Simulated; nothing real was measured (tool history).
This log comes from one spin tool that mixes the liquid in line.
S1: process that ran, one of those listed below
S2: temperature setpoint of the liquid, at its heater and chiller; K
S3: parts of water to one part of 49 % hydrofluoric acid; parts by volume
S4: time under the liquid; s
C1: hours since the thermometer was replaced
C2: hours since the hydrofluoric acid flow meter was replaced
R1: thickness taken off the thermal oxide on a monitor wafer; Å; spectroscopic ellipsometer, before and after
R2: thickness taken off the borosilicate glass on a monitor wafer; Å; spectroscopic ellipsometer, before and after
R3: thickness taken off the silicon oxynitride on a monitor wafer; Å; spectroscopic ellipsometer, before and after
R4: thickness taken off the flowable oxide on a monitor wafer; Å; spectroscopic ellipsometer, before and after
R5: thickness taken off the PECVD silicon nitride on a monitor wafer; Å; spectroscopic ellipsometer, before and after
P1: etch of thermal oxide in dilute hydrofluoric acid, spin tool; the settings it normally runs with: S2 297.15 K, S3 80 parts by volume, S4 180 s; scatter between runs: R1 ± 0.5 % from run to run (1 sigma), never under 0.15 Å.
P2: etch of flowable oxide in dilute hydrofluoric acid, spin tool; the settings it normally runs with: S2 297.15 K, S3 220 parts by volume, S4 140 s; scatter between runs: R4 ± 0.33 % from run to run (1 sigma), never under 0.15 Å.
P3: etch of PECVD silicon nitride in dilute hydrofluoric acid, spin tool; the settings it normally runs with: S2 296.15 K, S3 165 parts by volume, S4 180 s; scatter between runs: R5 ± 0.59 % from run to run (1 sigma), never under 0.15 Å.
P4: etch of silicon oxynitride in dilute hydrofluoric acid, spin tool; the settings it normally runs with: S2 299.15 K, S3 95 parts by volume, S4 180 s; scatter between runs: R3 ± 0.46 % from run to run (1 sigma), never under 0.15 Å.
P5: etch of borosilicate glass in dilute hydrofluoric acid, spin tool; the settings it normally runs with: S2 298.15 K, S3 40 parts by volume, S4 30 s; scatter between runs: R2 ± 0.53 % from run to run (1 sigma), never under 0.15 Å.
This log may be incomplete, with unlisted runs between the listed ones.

run,hour,S1,S2,S3,S4,C1,C2,R1,R2,R3,R4,R5
1,3.9,P1,297.15,80,180,399.0,460.6,105.340,,,,
2,6.0,P5,298.15,65,30,401.1,462.7,,164.64,,,
3,8.3,P4,299.15,95,360,403.4,465.0,,,89.519,,
4,11.1,P5,304.65,40,30,406.2,467.8,,356.34,,,
5,15.0,P1,297.15,20,180,410.1,471.7,458.060,,,,
6,19.0,P1,297.15,80,310,414.1,475.7,181.680,,,,
7,22.2,P4,305.15,95,180,417.3,478.9,,,58.309,,
8,26.1,P2,297.15,45,140,421.2,482.8,,,,1891.40,
9,30.5,P2,297.15,220,70,425.6,487.2,,,,156.34,
10,33.6,P1,297.15,80,180,428.7,490.3,105.180,,,,
11,35.8,P1,297.15,80,180,430.9,492.5,105.370,,,,
12,38.3,P1,290.15,80,35,433.4,495.0,15.331,,,,
13,41.6,P3,296.15,275,180,436.7,498.3,,,,,27.642
14,43.9,P1,297.15,80,20,439.0,500.6,11.761,,,,
15,46.3,P5,298.15,40,30,441.4,503.0,,277.67,,,
16,48.8,P4,299.15,20,180,443.9,505.5,,,225.380,,
17,51.0,P2,290.15,220,140,446.1,507.7,,,,239.81,
18,54.0,P3,296.15,165,180,449.1,510.7,,,,,45.348
19,56.2,P1,290.15,35,180,451.3,512.9,188.640,,,,
20,59.7,P3,290.15,165,180,454.8,516.4,,,,,30.876
21,62.9,P5,298.15,40,30,458.0,519.6,,279.40,,,
22,65.1,P2,297.15,220,140,460.2,521.8,,,,315.41,
23,69.4,P1,297.15,130,180,464.5,526.1,60.930,,,,
24,73.4,P4,299.15,95,180,468.5,530.1,,,44.466,,
25,76.3,P1,290.15,80,180,471.4,533.0,78.415,,,,
26,79.0,P5,298.15,40,50,474.1,535.7,,462.51,,,
27,82.3,P1,297.15,80,180,477.4,539.0,105.630,,,,
28,86.0,P3,296.15,165,295,481.1,542.7,,,,,74.761
29,89.8,P1,297.15,80,180,484.9,546.5,105.230,,,,
30,93.4,P1,301.65,80,180,488.5,550.1,126.230,,,,
31,96.1,P1,297.15,80,180,491.2,552.8,104.830,,,,
32,98.5,P1,297.15,80,180,493.6,555.2,106.480,,,,
33,101.0,P1,297.15,80,180,496.1,557.7,107.760,,,,
34,105.2,P1,297.15,80,180,500.3,561.9,108.440,,,,
35,109.6,P1,297.15,80,180,504.7,566.3,110.910,,,,
36,113.9,P1,297.15,80,180,509.0,570.6,110.790,,,,
37,116.7,P1,297.15,80,180,511.8,573.4,111.640,,,,
38,118.6,P1,297.15,80,180,513.7,575.3,110.650,,,,
39,121.9,P1,297.15,80,180,517.0,578.6,111.590,,,,
40,126.2,P1,297.15,80,180,521.3,582.9,111.520,,,,
41,129.2,P1,297.15,80,180,524.3,585.9,111.260,,,,
42,133.3,P1,297.15,80,180,528.4,590.0,111.910,,,,

The log shows P1 creeping away from where it was. Any of the 2 causes listed here, at the size stated for it, fits the log just as well as the others:
A: hydrofluoric acid flow above the setpoint (%) = 5.6
B: liquid hotter than its thermometer reads (K) = 1.51
At approximately hour 96.1, the process output began to creep.

Which of the 4 check runs listed below, each an average over 2 wafers with its results shown as question marks, gives clearly different results under the different listed causes?
check 1,137.4,P3,290.65,220,180,,,,,,,?
check 2,137.4,P4,303.65,95,320,,,,,?,,
check 3,137.4,P2,290.15,220,140,,,,,,?,
check 4,137.4,P5,302.65,65,30,,,,?,,,

Predicted outcomes, by check and by cause:
check,result,if A,if B
check 1,R5,25.392,26.635
check 2,R3,103.600,104.370
check 3,R4,256.87,255.35
check 4,R2,209.38,209.09
Separation of the two closest causes in each check, using whichever result separates them best: check 1 4.78 %; check 2 0.74 %; check 3 0.59 %; check 4 0.14 %
Check 1 tells the causes apart: in the others they would give nearly the same result.

After running check 1, the following was obtained: R5 26.725 Å. Which cause does this point to?

The correct cause is B, namely: liquid hotter than its thermometer reads (K).
